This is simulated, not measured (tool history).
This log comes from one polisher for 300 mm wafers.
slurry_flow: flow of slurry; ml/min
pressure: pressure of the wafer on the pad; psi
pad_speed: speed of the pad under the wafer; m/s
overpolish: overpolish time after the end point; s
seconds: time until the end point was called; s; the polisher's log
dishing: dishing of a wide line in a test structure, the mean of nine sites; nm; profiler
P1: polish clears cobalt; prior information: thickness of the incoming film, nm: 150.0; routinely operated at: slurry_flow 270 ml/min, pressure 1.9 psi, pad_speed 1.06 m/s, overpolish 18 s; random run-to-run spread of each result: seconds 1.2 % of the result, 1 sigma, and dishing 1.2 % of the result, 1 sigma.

run     day  slurry_flow  pressure  pad_speed  overpolish  wafers polished on this pad  hours since the slurry nozzle was cleaned  hours since the head pressure was calibrated  seconds  dishing
  1   0.662          270       1.9       1.06          18                          692                                      466.0                                         120.0   25.861   55.098
  2   1.362          270       1.9       1.06          18                          836                                      482.8                                         136.8   25.579   54.393
      1.662  -- head pressure recalibrated
  3   1.867          160       2.5       1.06          18                          940                                      494.9                                           4.9   20.998   59.907
  4   2.358          270       2.8       1.06          18                         1041                                      506.7                                          16.7   17.673   63.064
  5   2.721          270       1.9       1.06           7                         1116                                      515.4                                          25.4   26.149   31.200
  6   3.388          270       1.9       1.06          18                         1253                                      531.4                                          41.4   25.077   54.910
  7   3.929          270       1.9       1.38          18                         1364                                      544.4                                          54.4   20.060   60.184
  8   4.475          270       1.9       1.06          18                         1477                                      557.5                                          67.5   25.439   54.848
  9   5.138          270       1.9       1.06          18                         1613                                      573.4                                          83.4   25.926   54.226
 10   5.829          270       1.9       1.06          18                         1756                                      590.0                                         100.0   25.760   55.481
 11   6.496          355       1.9       1.06          18                         1893                                      606.0                                         116.0   25.126   55.402
 12   7.088          270       0.9       1.06           8                         2015                                      620.2                                         130.2   54.549   19.055
 13   7.675          270       1.9       0.48          18                         2136                                      634.3                                         144.3   56.887   34.370
 14   8.067          270       1.9       1.06          36                         2216                                      643.7                                         153.7   25.919   67.976
 15   8.650          160       1.9       1.06          18                         2336                                      657.7                                         167.7   27.386   52.611
 16   9.242          270       0.9       1.06          18                         2458                                      671.9                                         181.9   54.573   36.199
 17   9.667          270       1.9       1.06          18                         2546                                      682.1                                         192.1   25.293   55.807
 18  10.117          270       1.9       1.06          18                         2638                                      692.9                                         202.9   26.982   54.087
 19  10.821          270       1.9       1.06          18                         2783                                      709.8                                         219.8   26.300   53.279
 20  11.408          270       1.9       1.06          18                         2904                                      723.9                                         233.9   26.884   52.822
 21  11.838          270       1.9       1.06          18                         2992                                      734.2                                         244.2   27.105   53.985
 22  12.454          270       1.9       1.06          18                         3119                                      749.0                                         259.0   27.410   52.895
     12.538  -- head pressure recalibrated
 23  12.938          270       1.9       1.06          18                         3219                                      760.6                                           9.6   27.099   54.584
 24  13.617          270       1.9       1.06          18                         3359                                      776.9                                          25.9   27.380   53.842

What P1 gives has crept away from where it was. These 2 causes fit the log equally well, each at the size given:
A: removal rate lost through wear of the pad, % = 5.6
B: slurry flow missing at the pad, % = 37.1
Creep in the process output first set in at about day 9.667.
The rest of the possible causes, and what rules out each one:
head's pressure below its setpoint, %: serviced at day 12.538, which brought nothing back

4 check runs are offered, each on 5 wafers whose results are averaged, their results left as question marks. Which one tells the causes apart?
check 1  14.296          270       2.5       0.54          18                                                                                                                              ?        ?
check 2  14.296          270       1.9       0.80          18                                                                                                                              ?        ?
check 3  14.296          270       1.9       0.48          36                                                                                                                              ?        ?
check 4  14.296          160       1.9       0.50          18                                                                                                                              ?        ?

What every check run would give for each of its results, assuming each possible cause in turn:
  check   result    if A    if B
check 1  seconds  40.692  40.696
check 1  dishing  43.400  43.398
check 2  seconds  36.141  36.145
check 2  dishing  46.452  46.450
check 3  seconds  60.235  60.241
check 3  dishing  51.507  51.504
check 4  seconds  61.842  64.119
check 4  dishing  32.943  32.086
Separation of the two closest causes in each check, using whichever result separates them best: check 1 0.01 %; check 2 0.01 %; check 3 0.01 %; check 4 3.62 %
Check 4 is the one run that separates the causes; every other check would come out nearly the same whichever cause is at work.

Check 4 was carried out, with these results: seconds 62.139 s; dishing 33.033 nm. Which of the listed causes is responsible?

A is the cause: removal rate lost through wear of the pad, %.
